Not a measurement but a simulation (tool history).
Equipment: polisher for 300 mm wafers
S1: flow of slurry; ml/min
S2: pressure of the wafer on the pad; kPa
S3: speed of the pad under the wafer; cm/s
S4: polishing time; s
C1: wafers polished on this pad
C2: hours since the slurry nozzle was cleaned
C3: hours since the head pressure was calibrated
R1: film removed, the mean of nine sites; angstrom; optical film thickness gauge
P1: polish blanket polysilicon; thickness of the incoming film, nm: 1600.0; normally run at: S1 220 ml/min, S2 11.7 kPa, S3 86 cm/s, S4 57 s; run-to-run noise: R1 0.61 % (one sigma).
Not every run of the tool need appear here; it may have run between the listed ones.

run,hour,S1,S2,S3,S4,C1,C2,C3,R1
1,12.6,220,11.7,86,57,347,150.7,377.2,1993.7
2,23.1,220,11.7,86,57,431,161.2,387.7,2012.2
3,34.4,220,5.5,86,57,522,172.5,399,940.81
4,43.5,220,11.7,86,57,594,181.6,408.1,2008.2
5,52.7,220,11.7,38,57,668,190.8,417.3,891.86
6,60.2,285,11.7,86,57,728,198.3,424.8,2059.2
7,66,220,11.7,86,33,775,204.1,430.6,1165.2
8,76.1,220,15.2,86,57,855,214.2,440.7,2627.7
9,85.8,305,11.7,60,57,933,223.9,450.4,1457
# hour 90.2: worn pad replaced by a new one
10,97.3,220,11.7,116,57,56,235.4,461.9,2712.2
11,104.6,220,11.7,86,57,115,242.7,469.2,2009.7
12,116.8,315,11.7,86,75,213,254.9,481.4,2734.1
13,128.9,130,11.7,86,57,309,267,493.5,1851.3
14,140.9,220,11.7,86,57,405,279,505.5,2012.4
15,151.6,220,11.7,86,74,491,289.7,516.2,2593.1
16,161.3,220,11.7,86,57,569,299.4,525.9,1990.5
17,169.5,220,11.7,86,57,634,307.6,534.1,1979.4
18,181.4,220,11.7,86,57,730,319.5,546,1942.2
19,194.3,220,11.7,86,57,833,332.4,558.9,1933.1
20,200.5,220,11.7,86,57,882,338.6,565.1,1894.5
21,211.6,220,11.7,86,57,971,349.7,576.2,1887.9
# hour 214.5: worn pad replaced by a new one
22,220.3,220,11.7,86,57,47,358.4,584.9,1875.5
23,227.2,220,11.7,86,57,102,365.3,591.8,1850.2
24,237.3,220,11.7,86,57,183,375.4,601.9,1858.8
25,249.6,220,11.7,86,57,281,387.7,614.2,1856.7
26,259.3,220,11.7,86,57,359,397.4,623.9,1881.6
27,270.5,220,11.7,86,57,448,408.6,635.1,1856.8

The output of P1 has drifted from where it used to be. Each of the 2 causes below, taken at the size shown beside it, accounts for the log equally well:
A: slurry flow missing at the pad, % = 39.2
B: head's pressure below its setpoint, % = 7.35
The process output started creeping at around hour 161.3.
Excluded causes, each with its reason:
removal rate lost through wear of the pad, %: work on it at hour 214.5, done after the drift set in, did not restore what the process gave before

4 check runs are offered, each on 2 wafers whose results are averaged, their results left as question marks. Which one tells the causes apart?
check 1,281.7,220,11.7,112,57,,,,?
check 2,281.7,220,11.7,46,57,,,,?
check 3,281.7,150,11.7,86,57,,,,?
check 4,281.7,220,7.6,86,57,,,,?

If the cause were each of the candidates in turn, the checks would give the following:
check,result,if A,if B
check 1,R1,2424.8,2424.9
check 2,R1,995.9,995.94
check 3,R1,1705.9,1761.4
check 4,R1,1204.8,1204.8
Per-check spread between the two closest causes, in the result where they differ most: check 1 0 %; check 2 0 %; check 3 3.2 %; check 4 0 %
The other checks would show nearly matching results whichever cause is true, so check 3 is the only one that separates the causes.

Check 3 was then run and gave: R1 1759.6 angstrom. Which cause is it?

The cause is B: head's pressure below its setpoint, %.
